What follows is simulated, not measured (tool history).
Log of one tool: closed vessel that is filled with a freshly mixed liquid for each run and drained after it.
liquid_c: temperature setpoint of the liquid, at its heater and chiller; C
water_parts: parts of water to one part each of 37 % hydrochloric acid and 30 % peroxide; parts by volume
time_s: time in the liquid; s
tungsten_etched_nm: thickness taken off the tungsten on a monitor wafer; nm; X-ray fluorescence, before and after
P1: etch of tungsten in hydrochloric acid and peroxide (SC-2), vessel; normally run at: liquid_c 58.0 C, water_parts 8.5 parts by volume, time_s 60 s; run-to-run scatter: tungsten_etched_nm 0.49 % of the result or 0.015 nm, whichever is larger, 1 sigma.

run,hour,liquid_c,water_parts,time_s,hours since the thermometer was replaced,hours since the chemicals flow meter was replaced,hours since the drum of peroxide was connected,tungsten_etched_nm
1,10.9,58.0,8.5,60,901.9,889.8,260.3,30.796
2,23.4,58.0,8.5,60,914.4,902.3,272.8,30.562
3,30.0,58.0,8.5,105,921.0,908.9,279.4,53.554
4,38.4,58.0,4.0,30,929.4,917.3,287.8,26.725
5,47.5,58.0,8.5,30,938.5,926.4,296.9,15.253
6,53.7,71.5,8.5,60,944.7,932.6,303.1,69.419
# hour 63.7: new drum of peroxide connected
7,67.1,58.0,4.0,35,958.1,946.0,3.5,31.091
8,76.4,58.0,8.5,60,967.4,955.3,12.8,30.547
9,89.7,72.0,4.5,60,980.7,968.6,26.1,115.750
10,101.4,41.5,8.5,60,992.4,980.3,37.8,10.145
11,113.3,58.0,15.0,60,1004.3,992.2,49.7,18.808
12,122.1,58.0,8.5,60,1013.1,1001.0,58.5,30.741
13,129.0,58.0,4.0,60,1020.0,1007.9,65.4,53.535
14,136.8,58.0,8.5,60,1027.8,1015.7,73.2,30.634
15,147.1,58.0,8.5,60,1038.1,1026.0,83.5,31.487
16,157.5,58.0,8.5,60,1048.5,1036.4,93.9,31.967
17,166.3,58.0,8.5,60,1057.3,1045.2,102.7,32.461
18,175.1,58.0,8.5,60,1066.1,1054.0,111.5,32.504
19,188.4,58.0,8.5,60,1079.4,1067.3,124.8,32.827

The next listed run, before its measurement:
20,200.6,58.0,8.5,60,1091.6,1079.5,137.0,?

Run 20 gave tungsten_etched_nm 33.006 nm.

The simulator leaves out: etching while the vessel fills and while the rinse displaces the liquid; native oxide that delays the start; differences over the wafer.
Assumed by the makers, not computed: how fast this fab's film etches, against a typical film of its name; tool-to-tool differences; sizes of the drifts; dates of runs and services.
